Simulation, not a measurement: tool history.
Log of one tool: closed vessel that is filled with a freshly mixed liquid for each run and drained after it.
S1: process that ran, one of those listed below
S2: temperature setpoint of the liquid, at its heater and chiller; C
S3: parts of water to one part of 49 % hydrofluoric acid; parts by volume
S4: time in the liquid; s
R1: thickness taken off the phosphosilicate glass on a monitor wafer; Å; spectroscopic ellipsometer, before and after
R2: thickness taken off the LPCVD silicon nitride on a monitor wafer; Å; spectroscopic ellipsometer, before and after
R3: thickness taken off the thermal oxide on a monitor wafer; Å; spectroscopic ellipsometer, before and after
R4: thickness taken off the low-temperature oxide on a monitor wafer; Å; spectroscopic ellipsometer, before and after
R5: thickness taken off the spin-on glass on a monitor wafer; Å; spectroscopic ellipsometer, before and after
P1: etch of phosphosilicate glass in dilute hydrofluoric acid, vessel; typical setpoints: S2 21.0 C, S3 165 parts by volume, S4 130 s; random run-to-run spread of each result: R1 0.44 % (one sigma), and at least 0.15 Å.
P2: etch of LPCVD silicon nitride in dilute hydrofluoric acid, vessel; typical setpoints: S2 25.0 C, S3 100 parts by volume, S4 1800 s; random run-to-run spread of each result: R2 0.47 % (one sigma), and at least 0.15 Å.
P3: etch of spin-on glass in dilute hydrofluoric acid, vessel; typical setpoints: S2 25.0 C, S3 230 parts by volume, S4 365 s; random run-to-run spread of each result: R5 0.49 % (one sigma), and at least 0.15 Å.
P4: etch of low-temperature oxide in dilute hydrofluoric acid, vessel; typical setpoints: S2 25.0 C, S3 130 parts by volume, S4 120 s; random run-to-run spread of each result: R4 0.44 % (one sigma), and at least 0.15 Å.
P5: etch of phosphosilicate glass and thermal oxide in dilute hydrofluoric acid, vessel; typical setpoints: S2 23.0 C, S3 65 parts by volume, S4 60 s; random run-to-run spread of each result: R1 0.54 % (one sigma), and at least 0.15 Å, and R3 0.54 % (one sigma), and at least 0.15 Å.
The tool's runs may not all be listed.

| run | day | S1 | S2 | S3 | S4 | R1 | R2 | R3 | R4 | R5 |
|---|---|---|---|---|---|---|---|---|---|---|
| 1 | 0.196 | P1 | 21.0 | 165 | 130 | 570.69 |  |  |  |  |
| 2 | 0.433 | P2 | 25.0 | 100 | 210 |  | 11.156 |  |  |  |
| 3 | 0.708 | P1 | 21.0 | 165 | 130 | 572.91 |  |  |  |  |
| 4 | 0.962 | P5 | 30.5 | 65 | 60 | 2073.30 |  | 60.696 |  |  |
| 5 | 1.262 | P2 | 17.5 | 100 | 1800 |  | 56.992 |  |  |  |
| 6 | 1.408 | P5 | 23.0 | 65 | 115 | 2950.30 |  | 86.625 |  |  |
| 7 | 1.708 | P4 | 25.0 | 130 | 120 |  |  |  | 140.550 |  |
| 8 | 1.958 | P1 | 21.0 | 165 | 130 | 573.78 |  |  |  |  |
| 9 | 2.254 | P2 | 25.0 | 100 | 1800 |  | 94.768 |  |  |  |
| 10 | 2.554 | P4 | 17.0 | 130 | 120 |  |  |  | 101.650 |  |
| 11 | 2.842 | P3 | 25.0 | 230 | 365 |  |  |  |  | 505.710 |
| 12 | 3.133 | P1 | 26.0 | 165 | 130 | 693.57 |  |  |  |  |
| 13 | 3.333 | P3 | 17.5 | 230 | 365 |  |  |  |  | 381.080 |
| 14 | 3.500 | P1 | 21.0 | 165 | 130 | 570.63 |  |  |  |  |
| 15 | 3.638 | P1 | 21.0 | 165 | 65 | 286.78 |  |  |  |  |
| 16 | 3.888 | P5 | 23.0 | 65 | 60 | 1538.20 |  | 45.063 |  |  |
| 17 | 4.029 | P4 | 25.0 | 130 | 45 |  |  |  | 52.409 |  |
| 18 | 4.175 | P5 | 23.0 | 105 | 60 | 899.25 |  | 26.300 |  |  |
| 19 | 4.362 | P1 | 21.0 | 165 | 225 | 994.90 |  |  |  |  |
| 20 | 4.521 | P1 | 17.0 | 165 | 130 | 486.52 |  |  |  |  |
| 21 | 4.725 | P2 | 25.0 | 60 | 1800 |  | 156.850 |  |  |  |
| 22 | 4.954 | P1 | 21.0 | 105 | 130 | 958.40 |  |  |  |  |
| 23 | 5.112 | P1 | 17.0 | 165 | 55 | 204.85 |  |  |  |  |
| 24 | 5.329 | P4 | 25.0 | 195 | 120 |  |  |  | 86.440 |  |
| 25 | 5.542 | P3 | 25.0 | 345 | 365 |  |  |  |  | 301.940 |
| 26 | 5.742 | P1 | 21.0 | 240 | 130 | 364.34 |  |  |  |  |
| 27 | 5.921 | P3 | 25.0 | 230 | 365 |  |  |  |  | 506.320 |
| 28 | 6.200 | P1 | 21.0 | 165 | 130 | 567.28 |  |  |  |  |
| 29 | 6.358 | P3 | 25.0 | 230 | 40 |  |  |  |  | 55.325 |
| 30 | 6.592 | P1 | 21.0 | 165 | 130 | 568.95 |  |  |  |  |
| 31 | 6.746 | P1 | 21.0 | 165 | 130 | 560.92 |  |  |  |  |
| 32 | 7.008 | P1 | 21.0 | 165 | 130 | 541.05 |  |  |  |  |
| 33 | 7.150 | P1 | 21.0 | 165 | 130 | 545.69 |  |  |  |  |
| 34 | 7.446 | P1 | 21.0 | 165 | 130 | 538.97 |  |  |  |  |

Run 35, settings as shown, results not yet in. Your forecast:
| 35 | 7.654 | P1 | 21.0 | 165 | 130 | ? |  |  |  |  |

R1: 537.23 Å

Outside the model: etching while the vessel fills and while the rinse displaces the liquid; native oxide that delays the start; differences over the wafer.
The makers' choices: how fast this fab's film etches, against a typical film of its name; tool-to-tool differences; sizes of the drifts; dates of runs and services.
